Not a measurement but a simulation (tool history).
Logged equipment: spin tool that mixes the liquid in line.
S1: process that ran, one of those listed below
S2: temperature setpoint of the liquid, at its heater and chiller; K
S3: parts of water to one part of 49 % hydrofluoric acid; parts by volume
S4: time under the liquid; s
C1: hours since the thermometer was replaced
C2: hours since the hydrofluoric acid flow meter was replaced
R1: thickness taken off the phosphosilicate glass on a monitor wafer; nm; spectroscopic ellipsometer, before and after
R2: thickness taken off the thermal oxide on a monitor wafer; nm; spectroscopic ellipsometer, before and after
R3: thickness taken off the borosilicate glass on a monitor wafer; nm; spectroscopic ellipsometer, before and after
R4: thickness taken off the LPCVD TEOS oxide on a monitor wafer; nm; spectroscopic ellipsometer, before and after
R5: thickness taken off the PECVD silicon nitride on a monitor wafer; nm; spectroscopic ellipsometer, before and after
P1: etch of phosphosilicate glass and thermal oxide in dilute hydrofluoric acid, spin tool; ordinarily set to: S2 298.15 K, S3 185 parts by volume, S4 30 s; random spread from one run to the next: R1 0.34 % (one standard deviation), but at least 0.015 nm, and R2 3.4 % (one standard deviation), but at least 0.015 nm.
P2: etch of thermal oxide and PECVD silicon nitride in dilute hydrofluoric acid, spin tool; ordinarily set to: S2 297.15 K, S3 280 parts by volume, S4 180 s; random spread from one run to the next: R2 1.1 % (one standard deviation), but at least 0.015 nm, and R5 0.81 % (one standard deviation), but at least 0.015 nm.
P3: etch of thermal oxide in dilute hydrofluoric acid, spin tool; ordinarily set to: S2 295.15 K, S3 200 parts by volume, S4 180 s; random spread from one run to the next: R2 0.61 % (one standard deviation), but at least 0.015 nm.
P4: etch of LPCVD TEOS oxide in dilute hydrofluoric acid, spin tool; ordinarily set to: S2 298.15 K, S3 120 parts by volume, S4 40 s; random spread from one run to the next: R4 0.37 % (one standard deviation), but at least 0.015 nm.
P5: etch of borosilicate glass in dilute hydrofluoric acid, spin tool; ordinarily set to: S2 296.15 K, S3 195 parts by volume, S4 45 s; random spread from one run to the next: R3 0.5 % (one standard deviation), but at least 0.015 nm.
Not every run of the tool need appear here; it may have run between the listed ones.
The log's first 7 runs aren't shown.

Run 8, day 3.421: S1 P1, S2 298.15 K, S3 90 parts by volume, S4 30 s; C1 575.1; C2 42.4. Result: R1 27.5360 nm, R2 1.56190 nm.
Run 9, day 3.825: S1 P5, S2 296.15 K, S3 195 parts by volume, S4 45 s; C1 584.8; C2 52.1. Result: R3 4.7561 nm.
Run 10, day 4.150: S1 P3, S2 295.15 K, S3 200 parts by volume, S4 180 s; C1 592.6; C2 59.9. Result: R2 3.48630 nm.
Run 11, day 4.742: S1 P4, S2 303.65 K, S3 120 parts by volume, S4 40 s; C1 606.8; C2 74.1. Result: R4 20.5660 nm.
Run 12, day 5.179: S1 P3, S2 295.15 K, S3 360 parts by volume, S4 180 s; C1 617.3; C2 84.6. Result: R2 1.66950 nm.
Run 13, day 5.496: S1 P2, S2 297.15 K, S3 280 parts by volume, S4 180 s; C1 624.9; C2 92.2. Result: R2 2.45040 nm, R5 3.2499 nm.
Run 14, day 5.838: S1 P3, S2 295.15 K, S3 200 parts by volume, S4 180 s; C1 633.1; C2 100.4. Result: R2 3.45300 nm.
Run 15, day 6.238: S1 P4, S2 298.15 K, S3 120 parts by volume, S4 40 s; C1 642.7; C2 110.0. Result: R4 16.8230 nm.
Run 16, day 6.658: S1 P2, S2 305.15 K, S3 280 parts by volume, S4 180 s; C1 652.8; C2 120.1. Result: R2 3.14030 nm, R5 5.1760 nm.
Run 17, day 7.042: S1 P1, S2 298.15 K, S3 185 parts by volume, S4 30 s; C1 662.0; C2 129.3. Result: R1 11.8970 nm, R2 0.70387 nm.
Run 18, day 7.308: S1 P1, S2 298.15 K, S3 185 parts by volume, S4 15 s; C1 668.4; C2 135.7. Result: R1 5.9697 nm, R2 0.34237 nm.
Run 19, day 7.604: S1 P1, S2 298.15 K, S3 185 parts by volume, S4 30 s; C1 675.5; C2 142.8. Result: R1 11.9880 nm, R2 0.71850 nm.
Run 20, day 8.154: S1 P1, S2 290.15 K, S3 185 parts by volume, S4 50 s; C1 688.7; C2 156.0. Result: R1 14.5960 nm, R2 0.85785 nm.
Run 21, day 8.721: S1 P2, S2 297.15 K, S3 70 parts by volume, S4 180 s; C1 702.3; C2 169.6. Result: R2 12.39100 nm, R5 12.6380 nm.

Run 22 comes next. What will it give?
Run 22, day 9.267: S1 P4, S2 298.15 K, S3 215 parts by volume, S4 40 s; C1 715.4; C2 182.7. Result: R4 ?.

{"run 22": {"R4": 8.3978}}
